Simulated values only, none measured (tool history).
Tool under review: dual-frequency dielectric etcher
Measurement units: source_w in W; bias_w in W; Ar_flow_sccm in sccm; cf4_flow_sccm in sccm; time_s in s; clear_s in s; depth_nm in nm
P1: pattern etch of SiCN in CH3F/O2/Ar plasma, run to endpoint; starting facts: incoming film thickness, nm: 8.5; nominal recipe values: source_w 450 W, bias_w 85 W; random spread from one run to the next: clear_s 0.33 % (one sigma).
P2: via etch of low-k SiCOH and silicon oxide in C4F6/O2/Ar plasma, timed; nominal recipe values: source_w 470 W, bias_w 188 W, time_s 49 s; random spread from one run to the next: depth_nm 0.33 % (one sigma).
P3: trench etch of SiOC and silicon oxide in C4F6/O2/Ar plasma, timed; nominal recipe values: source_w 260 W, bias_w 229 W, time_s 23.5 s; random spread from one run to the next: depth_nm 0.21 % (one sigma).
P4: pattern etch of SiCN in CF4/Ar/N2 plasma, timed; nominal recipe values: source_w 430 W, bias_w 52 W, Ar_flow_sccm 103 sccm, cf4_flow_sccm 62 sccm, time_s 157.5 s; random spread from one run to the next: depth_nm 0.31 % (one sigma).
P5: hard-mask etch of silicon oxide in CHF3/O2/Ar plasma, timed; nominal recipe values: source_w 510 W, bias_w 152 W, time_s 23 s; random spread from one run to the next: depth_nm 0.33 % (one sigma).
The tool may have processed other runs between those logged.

| run | hour | process | source_w | bias_w | Ar_flow_sccm | cf4_flow_sccm | time_s | hours since the last wet clean | hours since the last source power generator calibration | hours since the last bias power generator calibration | clear_s | depth_nm |
|---|---|---|---|---|---|---|---|---|---|---|---|---|
| 1 | 5.2 | P1 | 450 | 85 |  |  |  | 67.8 | 467.1 | 469.4 | 20.408 |  |
| 2 | 11 | P4 | 430 | 52 | 103 | 48 | 157.5 | 73.6 | 472.9 | 475.2 |  | 110.45 |
| 3 | 16.7 | P1 | 450 | 85 |  |  |  | 79.3 | 478.6 | 480.9 | 20.453 |  |
| 4 | 22.9 | P4 | 430 | 52 | 146 | 62 | 157.5 | 85.5 | 484.8 | 487.1 |  | 108.58 |
| 5 | 27.4 | P4 | 430 | 38 | 103 | 62 | 157.5 | 90 | 489.3 | 491.6 |  | 104.44 |
| 6 | 32.3 | P3 | 260 | 229 |  |  | 23.5 | 94.9 | 494.2 | 496.5 |  | 42.328 |
| 7 | 40.9 | P5 | 510 | 204 |  |  | 23 | 103.5 | 502.8 | 505.1 |  | 45.914 |
| 8 | 49 | P4 | 430 | 52 | 103 | 62 | 157.5 | 111.6 | 510.9 | 513.2 |  | 115.56 |
| 9 | 56.8 | P3 | 260 | 293 |  |  | 23.5 | 119.4 | 518.7 | 521 |  | 45.961 |
| 10 | 60.6 | P2 | 470 | 188 |  |  | 49 | 123.2 | 522.5 | 524.8 |  | 155.09 |
| 11 | 67.1 | P3 | 260 | 229 |  |  | 34 | 129.7 | 529 | 531.3 |  | 60.979 |
| 12 | 75.1 | P1 | 450 | 85 |  |  |  | 137.7 | 537 | 539.3 | 20.438 |  |
| 13 | 83.6 | P1 | 450 | 85 |  |  |  | 146.2 | 545.5 | 547.8 | 20.511 |  |
| 14 | 89.6 | P1 | 450 | 116 |  |  |  | 152.2 | 551.5 | 553.8 | 18.215 |  |
| 15 | 98.1 | P1 | 570 | 100 |  |  |  | 160.7 | 560 | 562.3 | 17.702 |  |
| 16 | 102.8 | P1 | 540 | 102 |  |  |  | 165.4 | 564.7 | 567 | 17.784 |  |
| 17 | 106.6 | P5 | 630 | 152 |  |  | 23 | 169.2 | 568.5 | 570.8 |  | 45.179 |
| 18 | 112.8 | P3 | 310 | 229 |  |  | 23.5 | 175.4 | 574.7 | 577 |  | 45.013 |
| 19 | 119.7 | P1 | 450 | 85 |  |  |  | 182.3 | 581.6 | 583.9 | 20.522 |  |
| 20 | 127.8 | P1 | 350 | 85 |  |  |  | 190.4 | 589.7 | 592 | 22.545 |  |
| 21 | 132.3 | P2 | 470 | 233 |  |  | 49 | 194.9 | 594.2 | 596.5 |  | 166.06 |
| 22 | 136.5 | P1 | 360 | 104 |  |  |  | 199.1 | 598.4 | 600.7 | 20.536 |  |
|  | 140.3 | bias power generator calibrated |
| 23 | 141.3 | P4 | 340 | 52 | 103 | 62 | 157.5 | 203.9 | 603.2 | 1.1 |  | 94.236 |
| 24 | 147.2 | P1 | 450 | 69 |  |  |  | 209.8 | 609.1 | 7 | 21.969 |  |
| 25 | 155.4 | P4 | 430 | 52 | 103 | 62 | 196.5 | 218 | 617.3 | 15.2 |  | 144.12 |
| 26 | 161.3 | P2 | 470 | 188 |  |  | 49 | 223.9 | 623.2 | 21.1 |  | 154.62 |
| 27 | 167.4 | P5 | 510 | 152 |  |  | 23 | 230 | 629.3 | 27.2 |  | 41.718 |
| 28 | 174.8 | P2 | 370 | 188 |  |  | 49 | 237.4 | 636.7 | 34.6 |  | 141.48 |
| 29 | 183.2 | P1 | 450 | 85 |  |  |  | 245.8 | 645.1 | 43 | 20.509 |  |
| 30 | 190.4 | P2 | 470 | 188 |  |  | 63 | 253 | 652.3 | 50.2 |  | 198.7 |
| 31 | 196.2 | P1 | 530 | 85 |  |  |  | 258.8 | 658.1 | 56 | 19.273 |  |
| 32 | 200 | P5 | 510 | 152 |  |  | 14 | 262.6 | 661.9 | 59.8 |  | 25.381 |
| 33 | 206.9 | P1 | 450 | 85 |  |  |  | 269.5 | 668.8 | 66.7 | 20.407 |  |
| 34 | 215.7 | P1 | 450 | 85 |  |  |  | 278.3 | 677.6 | 75.5 | 20.611 |  |
| 35 | 223.4 | P1 | 450 | 85 |  |  |  | 286 | 685.3 | 83.2 | 20.685 |  |
| 36 | 228.7 | P1 | 450 | 85 |  |  |  | 291.3 | 690.6 | 88.5 | 20.815 |  |
| 37 | 233.3 | P1 | 450 | 85 |  |  |  | 295.9 | 695.2 | 93.1 | 20.844 |  |
| 38 | 237.8 | P1 | 450 | 85 |  |  |  | 300.4 | 699.7 | 97.6 | 20.867 |  |
| 39 | 244.1 | P1 | 450 | 85 |  |  |  | 306.7 | 706 | 103.9 | 20.724 |  |
|  | 249.7 | wet clean of the chamber |
| 40 | 252.3 | P1 | 450 | 85 |  |  |  | 2.7 | 714.2 | 112.1 | 20.82 |  |
| 41 | 257.2 | P1 | 450 | 85 |  |  |  | 7.6 | 719.1 | 117 | 20.887 |  |
| 42 | 261.2 | P1 | 450 | 85 |  |  |  | 11.6 | 723.1 | 121 | 20.926 |  |
| 43 | 269.3 | P1 | 450 | 85 |  |  |  | 19.7 | 731.2 | 129.1 | 20.876 |  |

The output of P1 has drifted from where it used to be. Each of the 2 causes below, taken at the size shown beside it, accounts for the log equally well:
A: source power that arrives under what is set, % = 4.39
B: bias power that arrives under what is set, % = 4.53
The creep began at about hour 206.9.
Ruled out, with reasons:
chamber walls in a state that lowers the etch rate, %: maintenance at hour 249.7, after the shift began, did not return the process to its former output

Consider the 4 single-wafer check runs listed below, results given as question marks: which one distinguishes between the causes by giving clearly different results for each?
| check 1 | 277.4 | P3 | 260 | 229 |  |  | 23.5 |  |  |  |  | ? |
| check 2 | 277.4 | P2 | 470 | 188 |  |  | 49 |  |  |  |  | ? |
| check 3 | 277.4 | P4 | 430 | 52 | 103 | 62 | 157.5 |  |  |  |  | ? |
| check 4 | 277.4 | P5 | 510 | 152 |  |  | 23 |  |  |  |  | ? |

What every check run would give for each of its results, assuming each possible cause in turn:
| check | result | if A | if B |
|---|---|---|---|
| check 1 | depth_nm | 41.479 | 41.532 |
| check 2 | depth_nm | 151.92 | 152.38 |
| check 3 | depth_nm | 110.97 | 113.71 |
| check 4 | depth_nm | 40.9 | 40.987 |
How far apart the two closest causes lie, in the result that separates them most: check 1 0.13 %; check 2 0.3 %; check 3 2.43 %; check 4 0.21 %
Check 3 is the one run that separates the causes; every other check would come out nearly the same whichever cause is at work.

Running check 3 produced the following: depth_nm 114.09 nm. Which one of the listed causes fits?

The correct cause is B, namely: bias power that arrives under what is set, %.
